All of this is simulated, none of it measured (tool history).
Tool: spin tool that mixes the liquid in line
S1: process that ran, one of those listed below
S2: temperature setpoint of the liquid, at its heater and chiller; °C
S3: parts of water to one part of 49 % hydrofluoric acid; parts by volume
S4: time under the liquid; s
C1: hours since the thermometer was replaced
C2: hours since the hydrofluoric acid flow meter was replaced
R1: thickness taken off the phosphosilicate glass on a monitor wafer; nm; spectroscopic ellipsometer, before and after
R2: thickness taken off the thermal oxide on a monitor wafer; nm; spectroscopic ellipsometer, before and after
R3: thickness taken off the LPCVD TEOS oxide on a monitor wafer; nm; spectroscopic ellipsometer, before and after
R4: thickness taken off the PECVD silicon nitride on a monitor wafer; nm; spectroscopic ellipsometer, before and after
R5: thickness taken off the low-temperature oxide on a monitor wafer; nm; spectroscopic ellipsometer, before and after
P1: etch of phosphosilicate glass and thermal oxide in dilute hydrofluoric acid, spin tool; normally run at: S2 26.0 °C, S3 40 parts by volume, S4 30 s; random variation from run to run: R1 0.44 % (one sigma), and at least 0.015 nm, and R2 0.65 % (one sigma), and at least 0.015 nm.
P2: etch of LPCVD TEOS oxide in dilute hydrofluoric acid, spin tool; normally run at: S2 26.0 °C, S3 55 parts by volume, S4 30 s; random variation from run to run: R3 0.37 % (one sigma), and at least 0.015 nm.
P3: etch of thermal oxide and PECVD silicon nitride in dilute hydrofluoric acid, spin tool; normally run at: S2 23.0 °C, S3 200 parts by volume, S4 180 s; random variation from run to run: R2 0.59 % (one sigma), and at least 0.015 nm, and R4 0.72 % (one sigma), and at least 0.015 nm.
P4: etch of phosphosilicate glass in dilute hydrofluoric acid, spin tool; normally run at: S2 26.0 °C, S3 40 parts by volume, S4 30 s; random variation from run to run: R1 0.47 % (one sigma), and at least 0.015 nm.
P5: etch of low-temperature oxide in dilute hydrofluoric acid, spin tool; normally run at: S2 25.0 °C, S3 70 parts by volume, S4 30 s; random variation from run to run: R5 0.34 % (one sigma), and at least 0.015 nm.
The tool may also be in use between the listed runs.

run   hour  S1    S2   S3   S4     C1     C2       R1       R2      R3       R4      R5
  1    8.8  P1  26.0   40   30  564.0  781.8   74.179  4.20530
  2   20.3  P1  26.0   40   30  575.5  793.3   74.138  4.16490
  3   28.9  P2  30.5   55   30  584.1  801.9                    12.421
  4   38.6  P3  23.0  200   40  593.8  811.6           0.78692          0.65692
  5   48.1  P2  26.0   55   30  603.3  821.1                    10.479
  6   55.8  P3  28.0  200  180  611.0  828.8           4.33340          3.88710
  7   70.2  P5  31.0   70   30  625.4  843.2                                     15.313
  8   80.3  P2  26.0   55   60  635.5  853.3                    20.911
  9   94.1  P1  26.0   55   15  649.3  867.1   26.145  1.48930
 10  106.2  P4  26.0   40   55  661.4  879.2  140.030
 11  115.1  P1  26.0   20   30  670.3  888.1  150.500  8.62560
 12  127.8  P3  23.0  105  180  683.0  900.8           7.65510          5.44090
 13  137.2  P1  19.0   40   30  692.4  910.2   54.660  3.09860
     151.8  -- hydrofluoric acid flow meter replaced
 14  151.8  P5  25.0   70   30  707.0    0.0                                     12.165
 15  160.6  P3  23.0  200  180  715.8    8.8           3.61690          2.85380
 16  171.4  P1  19.0   40   60  726.6   19.6  109.870  6.19090
 17  178.2  P5  25.0   70   55  733.4   26.4                                     22.187
 18  192.2  P1  33.0   40   30  747.4   40.4   97.521  5.56870
 19  201.0  P1  26.0   40   15  756.2   49.2   37.055  2.06710
 20  208.3  P1  26.0   40   30  763.5   56.5   73.854  4.11890
 21  222.3  P5  25.0   35   30  777.5   70.5                                     25.478
 22  230.5  P4  26.0   65   30  785.7   78.7   45.799
 23  243.2  P5  25.0   70   30  798.4   91.4                                     12.136
 24  256.5  P3  23.0  200  180  811.7  104.7           3.58550          2.87380
 25  266.2  P1  21.5   40   50  821.4  114.4  100.860  5.75310
 26  274.9  P1  26.0   40   30  830.1  123.1   74.135  4.18610
 27  288.0  P4  30.5   40   30  843.2  136.2   91.856
 28  297.8  P1  26.0   65   30  853.0  146.0   43.591  2.50610
 29  311.8  P2  26.0   25   30  867.0  160.0                    24.035
 30  322.4  P1  26.0   40   50  877.6  170.6  123.550  6.91200
 31  334.8  P4  26.0   40   30  890.0  183.0   76.475
 32  342.6  P1  26.0   40   30  897.8  190.8   73.513  4.17620
 33  352.3  P1  26.0   40   30  907.5  200.5   71.455  4.03280
 34  362.1  P1  26.0   40   30  917.3  210.3   70.075  3.94620
 35  375.8  P1  26.0   40   30  931.0  224.0   68.817  3.88940
 36  390.7  P1  26.0   40   30  945.9  238.9   68.486  3.84500
 37  397.4  P1  26.0   40   30  952.6  245.6   68.166  3.85740
 38  407.5  P1  26.0   40   30  962.7  255.7   68.461  3.82960

What P1 gives has crept away from where it was. These 2 causes fit the log equally well, each at the size given:
A: hydrofluoric acid flow below the setpoint (%) = 6.99
B: liquid colder than its thermometer reads (K) = 1.87
The creep began at about hour 342.6.

4 check runs are offered, each on 2 wafers whose results are averaged, their results left as question marks. Which one tells the causes apart?
check 1  417.6  P3  23.0  200  180               ?       ?
check 2  417.6  P5  25.0   70   30                           ?
check 3  417.6  P4  26.0   40   30           ?
check 4  417.6  P2  26.0   55   30                   ?

What each check would give under each cause:
  check  result     if A     if B
check 1      R2  3.31320  3.37180
check 1      R4  2.65930  2.53210
check 2      R5   11.183   11.224
check 3      R1   70.599   70.588
check 4      R3   9.6709   9.6912
How far apart the two closest causes lie, in the result that separates them most: check 1 4.9 %; check 2 0.36 %; check 3 0.02 %; check 4 0.21 %
Only check 1 tells the causes apart: in the others they would give nearly the same result.

Check 1 was then run and gave: R2 3.29130 nm; R4 2.65820 nm. Which cause is it?

It is A: hydrofluoric acid flow below the setpoint (%).

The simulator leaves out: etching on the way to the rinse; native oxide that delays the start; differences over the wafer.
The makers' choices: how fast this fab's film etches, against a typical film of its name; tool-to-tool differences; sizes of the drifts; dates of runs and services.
